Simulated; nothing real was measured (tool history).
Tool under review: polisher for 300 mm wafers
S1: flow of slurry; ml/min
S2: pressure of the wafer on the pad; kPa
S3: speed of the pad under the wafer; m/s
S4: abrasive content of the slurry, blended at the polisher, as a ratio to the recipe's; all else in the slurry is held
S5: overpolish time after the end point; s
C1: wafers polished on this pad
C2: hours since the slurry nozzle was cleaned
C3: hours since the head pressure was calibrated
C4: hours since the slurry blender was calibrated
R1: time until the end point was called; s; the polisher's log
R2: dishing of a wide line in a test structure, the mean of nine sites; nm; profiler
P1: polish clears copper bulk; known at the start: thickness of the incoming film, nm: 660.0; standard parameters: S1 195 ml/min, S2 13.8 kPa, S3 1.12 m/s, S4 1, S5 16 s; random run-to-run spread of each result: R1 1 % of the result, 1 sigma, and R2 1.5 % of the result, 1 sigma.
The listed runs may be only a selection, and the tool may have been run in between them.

Run 1, hour 6.9: S1 195 ml/min, S2 13.8 kPa, S3 1.12 m/s, S4 1, S5 16 s; C1 169; C2 347.7; C3 757.6; C4 145.4. Result: R1 76.851 s, R2 69.443 nm.
Run 2, hour 16.9: S1 195 ml/min, S2 13.8 kPa, S3 1.12 m/s, S4 1, S5 16 s; C1 233; C2 357.7; C3 767.6; C4 155.4. Result: R1 74.851 s, R2 70.548 nm.
Run 3, hour 32.2: S1 195 ml/min, S2 13.8 kPa, S3 1.12 m/s, S4 1.5, S5 16 s; C1 331; C2 373; C3 782.9; C4 170.7. Result: R1 69.501 s, R2 72.668 nm.
Run 4, hour 39.1: S1 195 ml/min, S2 13.8 kPa, S3 1.12 m/s, S4 0.6, S5 16 s; C1 375; C2 379.9; C3 789.8; C4 177.6. Result: R1 83.161 s, R2 65.278 nm.
At hour 44.2: slurry blender recalibrated.
At hour 45: head pressure recalibrated.
Run 5, hour 48.3: S1 310 ml/min, S2 13.8 kPa, S3 1.12 m/s, S4 1, S5 16 s; C1 434; C2 389.1; C3 3.3; C4 4.1. Result: R1 71.224 s, R2 70.39 nm.
Run 6, hour 61.5: S1 195 ml/min, S2 19.3 kPa, S3 1.12 m/s, S4 1, S5 16 s; C1 518; C2 402.3; C3 16.5; C4 17.3. Result: R1 54.524 s, R2 88.917 nm.
Run 7, hour 71: S1 195 ml/min, S2 18.6 kPa, S3 0.76 m/s, S4 1, S5 16 s; C1 579; C2 411.8; C3 26; C4 26.8. Result: R1 82.591 s, R2 71.239 nm.
Run 8, hour 81.4: S1 195 ml/min, S2 7.6 kPa, S3 1.12 m/s, S4 1, S5 16 s; C1 646; C2 422.2; C3 36.4; C4 37.2. Result: R1 137.36 s, R2 41.621 nm.
Run 9, hour 94.8: S1 195 ml/min, S2 13.8 kPa, S3 1.12 m/s, S4 1, S5 5 s; C1 731; C2 435.6; C3 49.8; C4 50.6. Result: R1 75.458 s, R2 30.116 nm.
Run 10, hour 108.4: S1 195 ml/min, S2 13.8 kPa, S3 1.12 m/s, S4 1, S5 16 s; C1 818; C2 449.2; C3 63.4; C4 64.2. Result: R1 75.65 s, R2 70.315 nm.
Run 11, hour 123.1: S1 195 ml/min, S2 13.8 kPa, S3 1.12 m/s, S4 1, S5 16 s; C1 913; C2 463.9; C3 78.1; C4 78.9. Result: R1 76.935 s, R2 69.004 nm.
Run 12, hour 135.9: S1 195 ml/min, S2 13.8 kPa, S3 1.12 m/s, S4 1, S5 32 s; C1 994; C2 476.7; C3 90.9; C4 91.7. Result: R1 76.126 s, R2 94.859 nm.
Run 13, hour 146.3: S1 195 ml/min, S2 13.8 kPa, S3 1.12 m/s, S4 1, S5 16 s; C1 1061; C2 487.1; C3 101.3; C4 102.1. Result: R1 75.48 s, R2 71.305 nm.
Run 14, hour 155.1: S1 195 ml/min, S2 13.8 kPa, S3 1.12 m/s, S4 1, S5 16 s; C1 1117; C2 495.9; C3 110.1; C4 110.9. Result: R1 75.526 s, R2 69.79 nm.
Run 15, hour 163.9: S1 195 ml/min, S2 13.8 kPa, S3 1.44 m/s, S4 1, S5 16 s; C1 1174; C2 504.7; C3 118.9; C4 119.7. Result: R1 57.226 s, R2 78.726 nm.
Run 16, hour 179: S1 115 ml/min, S2 13.8 kPa, S3 1.12 m/s, S4 1, S5 16 s; C1 1270; C2 519.8; C3 134; C4 134.8. Result: R1 82.04 s, R2 65.598 nm.
Run 17, hour 193.9: S1 195 ml/min, S2 13.8 kPa, S3 0.56 m/s, S4 1, S5 16 s; C1 1365; C2 534.7; C3 148.9; C4 149.7. Result: R1 152.46 s, R2 44.879 nm.
Run 18, hour 200.9: S1 115 ml/min, S2 13.8 kPa, S3 1.12 m/s, S4 0.75, S5 16 s; C1 1410; C2 541.7; C3 155.9; C4 156.7. Result: R1 89.181 s, R2 64.123 nm.
Run 19, hour 208.9: S1 195 ml/min, S2 13.8 kPa, S3 1.12 m/s, S4 1, S5 16 s; C1 1461; C2 549.7; C3 163.9; C4 164.7. Result: R1 74.271 s, R2 68.068 nm.

Predict the results of run 20:
Run 20, hour 219: S1 195 ml/min, S2 13.8 kPa, S3 1.12 m/s, S4 1, S5 16 s; C1 1526; C2 559.8; C3 174; C4 174.8. Result: R1 ?, R2 ?.

{"run 20": {"R1": 74.722, "R2": 70.272}}

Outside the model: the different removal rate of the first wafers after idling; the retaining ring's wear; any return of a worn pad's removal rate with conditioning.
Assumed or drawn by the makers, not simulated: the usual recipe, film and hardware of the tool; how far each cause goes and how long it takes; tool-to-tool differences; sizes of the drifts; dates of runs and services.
